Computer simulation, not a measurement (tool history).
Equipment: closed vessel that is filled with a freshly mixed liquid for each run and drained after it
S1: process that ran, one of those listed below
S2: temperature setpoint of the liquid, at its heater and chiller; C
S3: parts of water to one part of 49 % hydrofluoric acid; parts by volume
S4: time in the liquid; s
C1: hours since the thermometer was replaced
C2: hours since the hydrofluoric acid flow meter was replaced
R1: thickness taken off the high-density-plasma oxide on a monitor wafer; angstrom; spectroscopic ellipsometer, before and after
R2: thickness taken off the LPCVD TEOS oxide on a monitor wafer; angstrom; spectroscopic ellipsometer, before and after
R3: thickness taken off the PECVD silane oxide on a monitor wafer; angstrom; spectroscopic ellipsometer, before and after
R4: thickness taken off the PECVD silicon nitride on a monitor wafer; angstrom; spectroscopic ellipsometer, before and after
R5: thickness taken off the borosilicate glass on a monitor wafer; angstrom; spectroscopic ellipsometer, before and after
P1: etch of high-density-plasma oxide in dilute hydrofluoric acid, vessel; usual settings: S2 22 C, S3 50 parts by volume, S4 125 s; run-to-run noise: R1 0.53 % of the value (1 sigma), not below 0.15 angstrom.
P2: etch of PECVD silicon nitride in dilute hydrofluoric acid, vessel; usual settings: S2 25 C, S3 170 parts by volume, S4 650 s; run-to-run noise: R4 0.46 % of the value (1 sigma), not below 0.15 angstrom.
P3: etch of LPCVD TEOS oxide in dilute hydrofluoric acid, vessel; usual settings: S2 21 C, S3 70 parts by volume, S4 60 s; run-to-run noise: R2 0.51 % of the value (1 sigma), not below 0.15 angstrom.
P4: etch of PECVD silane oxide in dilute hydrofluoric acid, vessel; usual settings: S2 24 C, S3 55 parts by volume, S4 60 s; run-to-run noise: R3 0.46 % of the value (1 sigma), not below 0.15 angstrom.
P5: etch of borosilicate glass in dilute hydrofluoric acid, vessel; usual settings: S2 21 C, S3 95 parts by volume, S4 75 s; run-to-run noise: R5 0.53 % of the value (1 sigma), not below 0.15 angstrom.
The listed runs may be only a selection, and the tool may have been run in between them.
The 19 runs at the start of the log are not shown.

| run | day | S1 | S2 | S3 | S4 | C1 | C2 | R1 | R2 | R3 | R4 | R5 |
|---|---|---|---|---|---|---|---|---|---|---|---|---|
| 20 | 7.892 | P4 | 24 | 55 | 60 | 500.4 | 1843.4 |  |  | 544.71 |  |  |
| 21 | 8.288 | P3 | 25.5 | 70 | 60 | 509.9 | 1852.9 |  | 405.32 |  |  |  |
| 22 | 8.775 | P2 | 25 | 170 | 650 | 521.6 | 1864.6 |  |  |  | 230.19 |  |
| 23 | 9.117 | P5 | 21 | 95 | 30 | 529.8 | 1872.8 |  |  |  |  | 68.382 |
| 24 | 9.471 | P1 | 27 | 70 | 125 | 538.3 | 1881.3 | 153.53 |  |  |  |  |
| 25 | 10.017 | P5 | 21 | 150 | 75 | 551.4 | 1894.4 |  |  |  |  | 101.32 |
| 26 | 10.412 | P3 | 21 | 70 | 100 | 560.9 | 1903.9 |  | 565.24 |  |  |  |
| 27 | 10.95 | P1 | 22 | 50 | 125 | 573.8 | 1916.8 | 181.02 |  |  |  |  |
| 28 | 11.233 | P1 | 22 | 50 | 125 | 580.6 | 1923.6 | 182.74 |  |  |  |  |
| 29 | 11.546 | P1 | 22 | 70 | 125 | 588.1 | 1931.1 | 126.11 |  |  |  |  |
| 30 | 11.871 | P1 | 22 | 30 | 125 | 595.9 | 1938.9 | 311.03 |  |  |  |  |
| 31 | 12.354 | P1 | 22 | 50 | 125 | 607.5 | 1950.5 | 181.08 |  |  |  |  |
| 32 | 12.783 | P1 | 22 | 50 | 125 | 617.8 | 1960.8 | 180.72 |  |  |  |  |

For run 33, what comes out?
| 33 | 13.042 | P1 | 22 | 50 | 125 | 624 | 1967 | ? |  |  |  |  |

Run 33 gave R1 177.09 angstrom.
